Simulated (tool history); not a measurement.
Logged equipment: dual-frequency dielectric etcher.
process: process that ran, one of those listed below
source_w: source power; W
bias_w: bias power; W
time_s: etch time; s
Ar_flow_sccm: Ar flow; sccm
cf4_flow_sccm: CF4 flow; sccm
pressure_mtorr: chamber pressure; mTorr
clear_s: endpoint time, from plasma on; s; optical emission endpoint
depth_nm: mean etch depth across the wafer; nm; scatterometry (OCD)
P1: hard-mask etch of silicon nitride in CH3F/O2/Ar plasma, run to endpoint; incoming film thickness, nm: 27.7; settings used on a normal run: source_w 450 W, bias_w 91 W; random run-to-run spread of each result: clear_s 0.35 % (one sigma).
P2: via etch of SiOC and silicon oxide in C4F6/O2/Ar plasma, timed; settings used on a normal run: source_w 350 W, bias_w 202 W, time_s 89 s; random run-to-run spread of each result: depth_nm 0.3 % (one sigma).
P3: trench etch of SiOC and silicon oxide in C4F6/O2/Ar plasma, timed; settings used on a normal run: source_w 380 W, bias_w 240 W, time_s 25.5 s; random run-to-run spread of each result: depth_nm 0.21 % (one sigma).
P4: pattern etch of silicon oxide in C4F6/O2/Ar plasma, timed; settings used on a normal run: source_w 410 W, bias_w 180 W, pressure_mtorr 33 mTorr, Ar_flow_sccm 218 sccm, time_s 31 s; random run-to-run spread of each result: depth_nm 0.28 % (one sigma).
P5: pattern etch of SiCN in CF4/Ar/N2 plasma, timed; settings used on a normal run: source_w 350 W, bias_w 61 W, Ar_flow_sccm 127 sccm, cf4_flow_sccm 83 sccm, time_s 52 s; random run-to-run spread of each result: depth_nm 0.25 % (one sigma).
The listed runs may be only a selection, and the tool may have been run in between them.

| run | hour | process | source_w | bias_w | time_s | Ar_flow_sccm | cf4_flow_sccm | pressure_mtorr | clear_s | depth_nm |
|---|---|---|---|---|---|---|---|---|---|---|
| 1 | 15.4 | P1 | 450 | 91 |  |  |  |  | 35.077 |  |
| 2 | 24.9 | P3 | 380 | 240 | 25.5 |  |  |  |  | 53.787 |
| 3 | 39.7 | P1 | 450 | 64 |  |  |  |  | 39.665 |  |
|  | 52.9 | wet clean of the chamber |
| 4 | 56.4 | P5 | 350 | 50 | 52 | 127 | 83 |  |  | 31.191 |
| 5 | 68.3 | P3 | 380 | 240 | 38 |  |  |  |  | 79.887 |
| 6 | 84.9 | P1 | 450 | 91 |  |  |  |  | 35.241 |  |
| 7 | 95.6 | P1 | 560 | 91 |  |  |  |  | 32.437 |  |
| 8 | 105.2 | P1 | 450 | 91 |  |  |  |  | 35.023 |  |
| 9 | 117.6 | P1 | 450 | 125 |  |  |  |  | 30.984 |  |
| 10 | 133.7 | P4 | 410 | 112 | 31 | 218 |  | 33 |  | 88.975 |
| 11 | 143.5 | P4 | 410 | 180 | 24 | 218 |  | 33 |  | 79.756 |
| 12 | 156.4 | P5 | 350 | 61 | 52 | 127 | 83 |  |  | 33.445 |
| 13 | 171 | P3 | 380 | 162 | 25.5 |  |  |  |  | 47.249 |
| 14 | 179.6 | P4 | 570 | 180 | 31 | 218 |  | 33 |  | 117.18 |
| 15 | 190.9 | P5 | 430 | 61 | 52 | 127 | 83 |  |  | 39.987 |
| 16 | 208.5 | P3 | 300 | 240 | 25.5 |  |  |  |  | 49.018 |
| 17 | 220.8 | P1 | 310 | 91 |  |  |  |  | 40.42 |  |
| 18 | 233.3 | P1 | 350 | 63 |  |  |  |  | 43.886 |  |
| 19 | 245 | P4 | 410 | 180 | 31 | 267 |  | 33 |  | 101.33 |
| 20 | 261.1 | P5 | 350 | 61 | 52 | 127 | 50 |  |  | 30.575 |
| 21 | 276.6 | P2 | 350 | 202 | 50.5 |  |  |  |  | 57.084 |
| 22 | 291.5 | P5 | 350 | 61 | 52 | 127 | 83 |  |  | 33.331 |
| 23 | 299.4 | P1 | 450 | 91 |  |  |  |  | 34.955 |  |
| 24 | 316.3 | P5 | 350 | 61 | 74 | 127 | 83 |  |  | 47.576 |
| 25 | 327.1 | P1 | 450 | 91 |  |  |  |  | 35.176 |  |
| 26 | 342.6 | P2 | 350 | 202 | 89 |  |  |  |  | 100.85 |
| 27 | 353.3 | P4 | 410 | 180 | 31 | 218 |  | 33 |  | 103.56 |
| 28 | 361.8 | P5 | 350 | 61 | 52 | 87 | 83 |  |  | 35.309 |
| 29 | 376.9 | P2 | 440 | 202 | 89 |  |  |  |  | 111.04 |
| 30 | 390.5 | P2 | 350 | 154 | 89 |  |  |  |  | 91.842 |
| 31 | 405.7 | P4 | 410 | 180 | 31 | 218 |  | 25.5 |  | 106.49 |
| 32 | 420.3 | P1 | 450 | 91 |  |  |  |  | 34.978 |  |
| 33 | 435.3 | P1 | 450 | 91 |  |  |  |  | 35.273 |  |
| 34 | 450.5 | P1 | 450 | 91 |  |  |  |  | 35.479 |  |
|  | 453.3 | wet clean of the chamber |
| 35 | 460.4 | P1 | 450 | 91 |  |  |  |  | 35.598 |  |
| 36 | 475.5 | P1 | 450 | 91 |  |  |  |  | 35.745 |  |
| 37 | 491.2 | P1 | 450 | 91 |  |  |  |  | 35.497 |  |
| 38 | 499.9 | P1 | 450 | 91 |  |  |  |  | 35.745 |  |
| 39 | 512.5 | P1 | 450 | 91 |  |  |  |  | 35.606 |  |

What P1 gives has crept off from where it sat before. The 2 causes that follow fit the log equally well, each at the size noted:
A: source power that arrives under what is set, % = 4.51
B: bias power that arrives under what is set, % = 4.75
Creep in the process output first set in at about hour 420.3.
Ruled out, with reasons:
chamber walls in a state that lowers the etch rate, %: serviced at hour 453.3, after the change had begun; the process did not return to its earlier output

4 check runs are offered, one wafer each, their results left as question marks. Which one tells the causes apart?
| check 1 | 525.1 | P5 | 350 | 61 | 52 | 127 | 83 |  |  | ? |
| check 2 | 525.1 | P3 | 380 | 240 | 25.5 |  |  |  |  | ? |
| check 3 | 525.1 | P2 | 350 | 202 | 89 |  |  |  |  | ? |
| check 4 | 525.1 | P4 | 410 | 180 | 31 | 218 |  | 33 |  | ? |

Expected result of each check under each candidate cause:
| check | result | if A | if B |
|---|---|---|---|
| check 1 | depth_nm | 32.009 | 32.781 |
| check 2 | depth_nm | 52.608 | 52.678 |
| check 3 | depth_nm | 99.203 | 99.361 |
| check 4 | depth_nm | 101.16 | 101.43 |
Separation of the two closest causes in each check, using whichever result separates them best: check 1 2.39 %; check 2 0.13 %; check 3 0.16 %; check 4 0.27 %
Of the check runs offered, only check 1 discriminates between the causes; the rest would read about the same regardless of which cause applies.

Here is what check 1 returned: depth_nm 31.964 nm. Which cause is it?

The correct cause is A, namely: source power that arrives under what is set, %.
